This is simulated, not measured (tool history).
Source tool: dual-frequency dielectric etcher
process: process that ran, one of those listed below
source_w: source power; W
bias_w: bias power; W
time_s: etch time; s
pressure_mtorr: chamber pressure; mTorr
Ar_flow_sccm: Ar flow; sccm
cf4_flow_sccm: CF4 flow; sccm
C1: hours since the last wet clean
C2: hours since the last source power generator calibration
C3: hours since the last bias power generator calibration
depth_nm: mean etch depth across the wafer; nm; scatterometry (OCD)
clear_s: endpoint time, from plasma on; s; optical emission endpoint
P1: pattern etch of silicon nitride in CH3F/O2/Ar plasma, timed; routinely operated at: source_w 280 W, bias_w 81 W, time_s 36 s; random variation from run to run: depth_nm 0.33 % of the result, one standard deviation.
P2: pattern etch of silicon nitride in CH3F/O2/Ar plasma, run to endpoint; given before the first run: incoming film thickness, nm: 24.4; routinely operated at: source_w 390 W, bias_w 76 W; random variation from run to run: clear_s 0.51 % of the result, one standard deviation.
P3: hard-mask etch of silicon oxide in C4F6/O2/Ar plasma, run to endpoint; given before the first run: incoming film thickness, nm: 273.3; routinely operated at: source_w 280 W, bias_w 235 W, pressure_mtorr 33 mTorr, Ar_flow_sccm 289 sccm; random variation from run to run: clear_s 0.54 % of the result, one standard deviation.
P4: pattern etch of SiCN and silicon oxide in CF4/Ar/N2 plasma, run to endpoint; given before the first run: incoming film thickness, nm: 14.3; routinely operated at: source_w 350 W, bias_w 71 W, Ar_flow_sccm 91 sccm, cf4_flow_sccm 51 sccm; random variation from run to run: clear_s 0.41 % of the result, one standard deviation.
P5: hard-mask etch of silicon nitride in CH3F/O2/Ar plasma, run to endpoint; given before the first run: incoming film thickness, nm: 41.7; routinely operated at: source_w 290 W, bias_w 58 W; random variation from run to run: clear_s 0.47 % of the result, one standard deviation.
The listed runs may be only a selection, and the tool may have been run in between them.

Run 1, hour 15.2: process P1, source_w 280 W, bias_w 81 W, time_s 36 s; C1 174.2; C2 582.5; C3 979.2. Result: depth_nm 22.605 nm.
Run 2, hour 23.3: process P3, source_w 180 W, bias_w 235 W, pressure_mtorr 33 mTorr, Ar_flow_sccm 289 sccm; C1 182.3; C2 590.6; C3 987.3. Result: clear_s 114.06 s.
Run 3, hour 33.3: process P5, source_w 290 W, bias_w 38 W; C1 192.3; C2 600.6; C3 997.3. Result: clear_s 83.152 s.
Run 4, hour 46.8: process P1, source_w 170 W, bias_w 81 W, time_s 36 s; C1 205.8; C2 614.1; C3 1010.8. Result: depth_nm 18.826 nm.
Run 5, hour 54.6: process P2, source_w 390 W, bias_w 51 W; C1 213.6; C2 621.9; C3 1018.6. Result: clear_s 40.445 s.
Run 6, hour 69.3: process P3, source_w 280 W, bias_w 235 W, pressure_mtorr 33 mTorr, Ar_flow_sccm 289 sccm; C1 228.3; C2 636.6; C3 1033.3. Result: clear_s 94.913 s.
Run 7, hour 81.3: process P1, source_w 280 W, bias_w 81 W, time_s 25 s; C1 240.3; C2 648.6; C3 1045.3. Result: depth_nm 15.684 nm.
Run 8, hour 91.7: process P1, source_w 210 W, bias_w 52 W, time_s 36 s; C1 250.7; C2 659; C3 1055.7. Result: depth_nm 17.417 nm.
Run 9, hour 101.3: process P3, source_w 280 W, bias_w 235 W, pressure_mtorr 33 mTorr, Ar_flow_sccm 289 sccm; C1 260.3; C2 668.6; C3 1065.3. Result: clear_s 95.347 s.
Run 10, hour 113.6: process P4, source_w 350 W, bias_w 71 W, Ar_flow_sccm 91 sccm, cf4_flow_sccm 51 sccm; C1 272.6; C2 680.9; C3 1077.6. Result: clear_s 21.635 s.
Run 11, hour 122.3: process P4, source_w 500 W, bias_w 71 W, Ar_flow_sccm 91 sccm, cf4_flow_sccm 51 sccm; C1 281.3; C2 689.6; C3 1086.3. Result: clear_s 15.843 s.
Run 12, hour 130.4: process P1, source_w 280 W, bias_w 81 W, time_s 36 s; C1 289.4; C2 697.7; C3 1094.4. Result: depth_nm 22.684 nm.
Run 13, hour 145.1: process P4, source_w 350 W, bias_w 71 W, Ar_flow_sccm 73 sccm, cf4_flow_sccm 51 sccm; C1 304.1; C2 712.4; C3 1109.1. Result: clear_s 20.832 s.
Run 14, hour 153.5: process P4, source_w 350 W, bias_w 101 W, Ar_flow_sccm 91 sccm, cf4_flow_sccm 51 sccm; C1 312.5; C2 720.8; C3 1117.5. Result: clear_s 19.101 s.
Run 15, hour 166.6: process P3, source_w 280 W, bias_w 235 W, pressure_mtorr 33 mTorr, Ar_flow_sccm 387 sccm; C1 325.6; C2 733.9; C3 1130.6. Result: clear_s 98.811 s.
Run 16, hour 178.1: process P1, source_w 280 W, bias_w 52 W, time_s 24 s; C1 337.1; C2 745.4; C3 1142.1. Result: depth_nm 12.966 nm.
Run 17, hour 190.2: process P5, source_w 170 W, bias_w 58 W; C1 349.2; C2 757.5; C3 1154.2. Result: clear_s 88.662 s.
Run 18, hour 206.7: process P2, source_w 390 W, bias_w 76 W; C1 365.7; C2 774; C3 1170.7. Result: clear_s 35.161 s.
Run 19, hour 222.1: process P1, source_w 400 W, bias_w 81 W, time_s 36 s; C1 381.1; C2 789.4; C3 1186.1. Result: depth_nm 25.937 nm.
Run 20, hour 238: process P1, source_w 280 W, bias_w 81 W, time_s 50.5 s; C1 397; C2 805.3; C3 1202. Result: depth_nm 31.749 nm.
Run 21, hour 249.1: process P1, source_w 280 W, bias_w 48 W, time_s 36 s; C1 408.1; C2 816.4; C3 1213.1. Result: depth_nm 18.902 nm.
Run 22, hour 258: process P1, source_w 280 W, bias_w 81 W, time_s 36 s; C1 417; C2 825.3; C3 1222. Result: depth_nm 22.576 nm.
Run 23, hour 267.6: process P3, source_w 280 W, bias_w 281 W, pressure_mtorr 33 mTorr, Ar_flow_sccm 289 sccm; C1 426.6; C2 834.9; C3 1231.6. Result: clear_s 89.34 s.
Run 24, hour 279.5: process P1, source_w 340 W, bias_w 56 W, time_s 36 s; C1 438.5; C2 846.8; C3 1243.5. Result: depth_nm 21.502 nm.
Run 25, hour 292.5: process P3, source_w 280 W, bias_w 235 W, pressure_mtorr 42 mTorr, Ar_flow_sccm 289 sccm; C1 451.5; C2 859.8; C3 1256.5. Result: clear_s 97.273 s.
Run 26, hour 304.1: process P4, source_w 350 W, bias_w 71 W, Ar_flow_sccm 91 sccm, cf4_flow_sccm 51 sccm; C1 463.1; C2 871.4; C3 1268.1. Result: clear_s 21.708 s.
Run 27, hour 316.6: process P5, source_w 290 W, bias_w 58 W; C1 475.6; C2 883.9; C3 1280.6. Result: clear_s 72.281 s.
Run 28, hour 325.6: process P4, source_w 350 W, bias_w 71 W, Ar_flow_sccm 91 sccm, cf4_flow_sccm 38 sccm; C1 484.6; C2 892.9; C3 1289.6. Result: clear_s 22.771 s.
Run 29, hour 333.4: process P1, source_w 280 W, bias_w 100 W, time_s 36 s; C1 492.4; C2 900.7; C3 1297.4. Result: depth_nm 24.337 nm.
Run 30, hour 349.1: process P1, source_w 280 W, bias_w 81 W, time_s 36 s; C1 508.1; C2 916.4; C3 1313.1. Result: depth_nm 22.622 nm.
Run 31, hour 358.5: process P2, source_w 550 W, bias_w 76 W; C1 517.5; C2 925.8; C3 1322.5. Result: clear_s 31.196 s.
Run 32, hour 368.8: process P1, source_w 280 W, bias_w 81 W, time_s 36 s; C1 527.8; C2 936.1; C3 1332.8. Result: depth_nm 22.483 nm.
Run 33, hour 376.4: process P1, source_w 280 W, bias_w 81 W, time_s 36 s; C1 535.4; C2 943.7; C3 1340.4. Result: depth_nm 22.591 nm.
Run 34, hour 386.9: process P1, source_w 280 W, bias_w 81 W, time_s 36 s; C1 545.9; C2 954.2; C3 1350.9. Result: depth_nm 22.437 nm.
Run 35, hour 402.5: process P1, source_w 280 W, bias_w 81 W, time_s 36 s; C1 561.5; C2 969.8; C3 1366.5. Result: depth_nm 22.413 nm.
Run 36, hour 412.9: process P1, source_w 280 W, bias_w 81 W, time_s 36 s; C1 571.9; C2 980.2; C3 1376.9. Result: depth_nm 22.281 nm.
Run 37, hour 428.9: process P1, source_w 280 W, bias_w 81 W, time_s 36 s; C1 587.9; C2 996.2; C3 1392.9. Result: depth_nm 22.292 nm.
Run 38, hour 437.6: process P1, source_w 280 W, bias_w 81 W, time_s 36 s; C1 596.6; C2 1004.9; C3 1401.6. Result: depth_nm 22.109 nm.
Run 39, hour 454.1: process P1, source_w 280 W, bias_w 81 W, time_s 36 s; C1 613.1; C2 1021.4; C3 1418.1. Result: depth_nm 22.342 nm.
Run 40, hour 465.1: process P1, source_w 280 W, bias_w 81 W, time_s 36 s; C1 624.1; C2 1032.4; C3 1429.1. Result: depth_nm 22.382 nm.
At hour 465.9: wet clean of the chamber.
Run 41, hour 481.1: process P1, source_w 280 W, bias_w 81 W, time_s 36 s; C1 15.2; C2 1048.4; C3 1445.1. Result: depth_nm 22.13 nm.
Run 42, hour 492.7: process P1, source_w 280 W, bias_w 81 W, time_s 36 s; C1 26.8; C2 1060; C3 1456.7. Result: depth_nm 22.304 nm.
Run 43, hour 506.8: process P1, source_w 280 W, bias_w 81 W, time_s 36 s; C1 40.9; C2 1074.1; C3 1470.8. Result: depth_nm 22.222 nm.

The log shows P1 creeping away from where it was. Any of the 2 causes listed here, at the size stated for it, fits the log just as well as the others:
A: source power that arrives under what is set, % = 4.29
B: bias power that arrives under what is set, % = 4.46
Creep in the process output first set in at about hour 368.8.
Ruled out, with reasons:
chamber walls in a state that lowers the etch rate, %: serviced at hour 465.9, after the change had begun; the process did not return to its earlier output

The 4 check runs listed below each average the results of 2 wafers, and their outcomes are marked with question marks. Under which run would the listed causes produce clearly different results?
Run check 1, hour 520.9: process P4, source_w 470 W, bias_w 82 W, Ar_flow_sccm 91 sccm, cf4_flow_sccm 51 sccm. Result: clear_s ?.
Run check 2, hour 520.9: process P3, source_w 190 W, bias_w 235 W, pressure_mtorr 33 mTorr, Ar_flow_sccm 349 sccm. Result: clear_s ?.
Run check 3, hour 520.9: process P5, source_w 290 W, bias_w 39 W. Result: clear_s ?.
Run check 4, hour 520.9: process P2, source_w 530 W, bias_w 76 W. Result: clear_s ?.

Outcome of each check run for each possible cause:
  check   result    if A    if B
check 1  clear_s  16.541  16.178
check 2  clear_s  114.61  114.53
check 3  clear_s  83.589  83.288
check 4  clear_s  31.981   31.94
Per check, the gap between the least separated pair of causes, taken in the result that splits them most: check 1 2.22 %; check 2 0.07 %; check 3 0.36 %; check 4 0.13 %
The other checks would show nearly matching results whichever cause is true, so check 1 is the only one that separates the causes.

With check 1 done, the readings were: clear_s 16.24 s. Identify which of the listed causes applies.

It was cause B: bias power that arrives under what is set, %.
